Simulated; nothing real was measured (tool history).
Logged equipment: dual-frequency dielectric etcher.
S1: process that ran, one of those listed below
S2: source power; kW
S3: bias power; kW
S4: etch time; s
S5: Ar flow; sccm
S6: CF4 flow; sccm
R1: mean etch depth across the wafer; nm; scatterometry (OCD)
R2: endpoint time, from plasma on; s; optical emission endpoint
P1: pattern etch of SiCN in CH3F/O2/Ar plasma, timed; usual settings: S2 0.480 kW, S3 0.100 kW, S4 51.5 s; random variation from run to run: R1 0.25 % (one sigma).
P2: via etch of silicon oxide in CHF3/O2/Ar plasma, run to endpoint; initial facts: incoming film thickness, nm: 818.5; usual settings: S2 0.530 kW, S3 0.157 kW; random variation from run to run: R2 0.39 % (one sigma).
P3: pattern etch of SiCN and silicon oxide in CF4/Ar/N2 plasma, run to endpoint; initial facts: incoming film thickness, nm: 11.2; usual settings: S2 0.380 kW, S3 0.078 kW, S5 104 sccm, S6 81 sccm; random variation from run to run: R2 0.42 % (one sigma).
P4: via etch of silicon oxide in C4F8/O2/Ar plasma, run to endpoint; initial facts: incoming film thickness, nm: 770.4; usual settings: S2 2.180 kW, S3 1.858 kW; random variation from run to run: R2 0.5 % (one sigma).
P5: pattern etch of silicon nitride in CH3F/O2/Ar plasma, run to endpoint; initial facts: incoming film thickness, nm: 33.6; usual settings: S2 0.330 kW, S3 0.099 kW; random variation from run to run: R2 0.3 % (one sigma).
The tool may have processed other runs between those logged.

run   hour  S1     S2     S3    S4   S5  S6      R1       R2
  1   14.7  P1  0.480  0.100  51.5           23.720
  2   29.3  P3  0.380  0.078        104  81           14.262
  3   41.5  P1  0.390  0.131  51.5           24.434
  4   55.9  P1  0.480  0.100  51.5           23.727
  5   70.0  P1  0.480  0.100  29.5           13.550
  6   79.3  P3  0.380  0.078        104  57           15.042
  7   87.7  P1  0.480  0.100  51.5           23.743
  8  101.2  P3  0.380  0.046        104  81           16.857
  9  108.1  P2  0.340  0.157                         536.000
 10  115.3  P1  0.670  0.100  51.5           26.799
 11  124.3  P2  0.530  0.096                         524.460
 12  139.7  P1  0.480  0.100  51.5           23.640
 13  149.7  P5  0.460  0.099                          40.376
     154.3  -- bias power generator calibrated
 14  160.1  P4  2.180  1.306                         158.020
 15  167.0  P3  0.380  0.078         68  81           13.474
     174.8  -- wet clean of the chamber
 16  179.7  P4  1.330  1.858                         174.850
 17  191.2  P4  2.180  1.858                         143.750
 18  202.0  P1  0.330  0.100  51.5           20.654
 19  211.5  P3  0.520  0.078        104  81           10.810
 20  221.1  P1  0.480  0.135  70.5           36.313
 21  228.0  P5  0.330  0.099                          45.689
 22  239.4  P1  0.480  0.100  51.5           23.687
 23  251.9  P1  0.480  0.139  69.5           36.205
 24  264.8  P1  0.480  0.100  75.0           34.636
 25  274.8  P1  0.480  0.141  51.5           27.126
 26  283.2  P1  0.480  0.100  51.5           23.653
 27  293.4  P5  0.330  0.132                          41.120
 28  303.1  P2  0.530  0.157                         451.100
 29  316.2  P1  0.480  0.066  51.5           20.431
 30  324.2  P1  0.480  0.100  51.5           23.719
 31  334.0  P1  0.480  0.100  51.5           23.568
 32  346.7  P1  0.480  0.100  51.5           23.496

Expected results for the next run?
 33  361.2  P1  0.480  0.100  51.5           ?

R1: 23.567 nm
